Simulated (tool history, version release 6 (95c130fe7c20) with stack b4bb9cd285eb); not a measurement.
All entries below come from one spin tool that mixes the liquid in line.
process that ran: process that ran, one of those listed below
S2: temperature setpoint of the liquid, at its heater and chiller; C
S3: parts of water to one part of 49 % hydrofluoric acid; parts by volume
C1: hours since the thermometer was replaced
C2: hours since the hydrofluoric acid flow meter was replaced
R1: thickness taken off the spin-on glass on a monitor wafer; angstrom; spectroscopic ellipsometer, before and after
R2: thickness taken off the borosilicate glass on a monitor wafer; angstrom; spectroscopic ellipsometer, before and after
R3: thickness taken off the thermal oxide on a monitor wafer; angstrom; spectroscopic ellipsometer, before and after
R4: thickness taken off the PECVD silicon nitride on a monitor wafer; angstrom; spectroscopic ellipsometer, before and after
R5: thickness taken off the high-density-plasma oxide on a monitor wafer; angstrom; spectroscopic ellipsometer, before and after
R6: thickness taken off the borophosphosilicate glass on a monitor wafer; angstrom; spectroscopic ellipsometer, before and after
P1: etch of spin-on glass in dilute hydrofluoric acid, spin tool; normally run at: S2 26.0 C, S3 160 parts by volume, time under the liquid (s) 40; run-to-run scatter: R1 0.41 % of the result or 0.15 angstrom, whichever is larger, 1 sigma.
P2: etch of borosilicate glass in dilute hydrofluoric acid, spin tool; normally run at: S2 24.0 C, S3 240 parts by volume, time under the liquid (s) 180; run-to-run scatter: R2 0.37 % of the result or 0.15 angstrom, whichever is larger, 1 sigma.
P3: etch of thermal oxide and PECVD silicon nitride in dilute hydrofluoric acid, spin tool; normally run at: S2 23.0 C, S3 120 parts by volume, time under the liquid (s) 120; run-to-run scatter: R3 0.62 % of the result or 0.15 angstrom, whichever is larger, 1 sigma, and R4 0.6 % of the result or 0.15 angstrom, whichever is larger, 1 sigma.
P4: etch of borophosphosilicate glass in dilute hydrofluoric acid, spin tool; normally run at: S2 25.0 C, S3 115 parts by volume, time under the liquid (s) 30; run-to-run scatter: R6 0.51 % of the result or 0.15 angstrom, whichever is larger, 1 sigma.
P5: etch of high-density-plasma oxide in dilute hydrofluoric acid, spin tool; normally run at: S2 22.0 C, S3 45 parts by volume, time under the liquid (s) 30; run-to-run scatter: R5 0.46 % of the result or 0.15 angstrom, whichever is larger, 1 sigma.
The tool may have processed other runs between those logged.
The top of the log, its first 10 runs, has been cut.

run 11 hour=97.5 | process_that_ran=P1 S2=19.0 S3=160 time_under_the_liquid_(s)=15 | C1=50.8 C2=971.5 | R1=27.148
run 12 hour=104.5 | process_that_ran=P4 S2=25.0 S3=115 time_under_the_liquid_(s)=30 | C1=57.8 C2=978.5 | R6=103.710
run 13 hour=114.7 | process_that_ran=P3 S2=23.0 S3=20 time_under_the_liquid_(s)=120 | C1=68.0 C2=988.7 | R3=311.260 R4=302.950
run 14 hour=124.4 | process_that_ran=P1 S2=26.0 S3=250 time_under_the_liquid_(s)=40 | C1=77.7 C2=998.4 | R1=54.290
run 15 hour=133.3 | process_that_ran=P4 S2=25.0 S3=115 time_under_the_liquid_(s)=15 | C1=86.6 C2=1007.3 | R6=51.324
run 16 hour=141.0 | process_that_ran=P5 S2=22.0 S3=45 time_under_the_liquid_(s)=65 | C1=94.3 C2=1015.0 | R5=140.300
run 17 hour=148.9 | process_that_ran=P1 S2=26.0 S3=160 time_under_the_liquid_(s)=40 | C1=102.2 C2=1022.9 | R1=94.079
run 18 hour=155.7 | process_that_ran=P2 S2=24.0 S3=340 time_under_the_liquid_(s)=180 | C1=109.0 C2=1029.7 | R2=144.20
run 19 hour=165.4 | process_that_ran=P1 S2=26.0 S3=160 time_under_the_liquid_(s)=15 | C1=118.7 C2=1039.4 | R1=34.858
run 20 hour=171.6 | process_that_ran=P1 S2=26.0 S3=65 time_under_the_liquid_(s)=40 | C1=124.9 C2=1045.6 | R1=262.480
run 21 hour=181.3 | process_that_ran=P5 S2=22.0 S3=45 time_under_the_liquid_(s)=30 | C1=134.6 C2=1055.3 | R5=64.654
run 22 hour=191.9 | process_that_ran=P1 S2=26.0 S3=160 time_under_the_liquid_(s)=40 | C1=145.2 C2=1065.9 | R1=94.055
run 23 hour=203.7 | process_that_ran=P5 S2=22.0 S3=75 time_under_the_liquid_(s)=30 | C1=157.0 C2=1077.7 | R5=37.843
run 24 hour=211.7 | process_that_ran=P4 S2=25.0 S3=160 time_under_the_liquid_(s)=30 | C1=165.0 C2=1085.7 | R6=70.546
run 25 hour=223.4 | process_that_ran=P1 S2=26.0 S3=245 time_under_the_liquid_(s)=15 | C1=176.7 C2=1097.4 | R1=20.906
run 26 hour=233.7 | process_that_ran=P3 S2=23.0 S3=120 time_under_the_liquid_(s)=120 | C1=187.0 C2=1107.7 | R3=45.106 R4=52.870
run 27 hour=241.0 | process_that_ran=P5 S2=22.0 S3=45 time_under_the_liquid_(s)=30 | C1=194.3 C2=1115.0 | R5=65.256
run 28 hour=248.4 | process_that_ran=P2 S2=24.0 S3=240 time_under_the_liquid_(s)=305 | C1=201.7 C2=1122.4 | R2=385.27
run 29 hour=258.4 | process_that_ran=P1 S2=26.0 S3=160 time_under_the_liquid_(s)=40 | C1=211.7 C2=1132.4 | R1=94.354
run 30 hour=270.0 | process_that_ran=P2 S2=30.0 S3=240 time_under_the_liquid_(s)=180 | C1=223.3 C2=1144.0 | R2=280.16
run 31 hour=279.9 | process_that_ran=P4 S2=25.0 S3=115 time_under_the_liquid_(s)=30 | C1=233.2 C2=1153.9 | R6=102.760
run 32 hour=285.2 | process_that_ran=P1 S2=33.5 S3=85 time_under_the_liquid_(s)=40 | C1=238.5 C2=1159.2 | R1=259.710
run 33 hour=296.5 | process_that_ran=P1 S2=26.0 S3=160 time_under_the_liquid_(s)=40 | C1=249.8 C2=1170.5 | R1=94.309
run 34 hour=306.6 | process_that_ran=P1 S2=26.0 S3=160 time_under_the_liquid_(s)=40 | C1=259.9 C2=1180.6 | R1=98.428

Forecast run 35:
run 35 hour=318.2 | process_that_ran=P1 S2=26.0 S3=160 time_under_the_liquid_(s)=40 | C1=271.5 C2=1192.2 | R1=?

Run 35 yielded R1 100.450 angstrom.
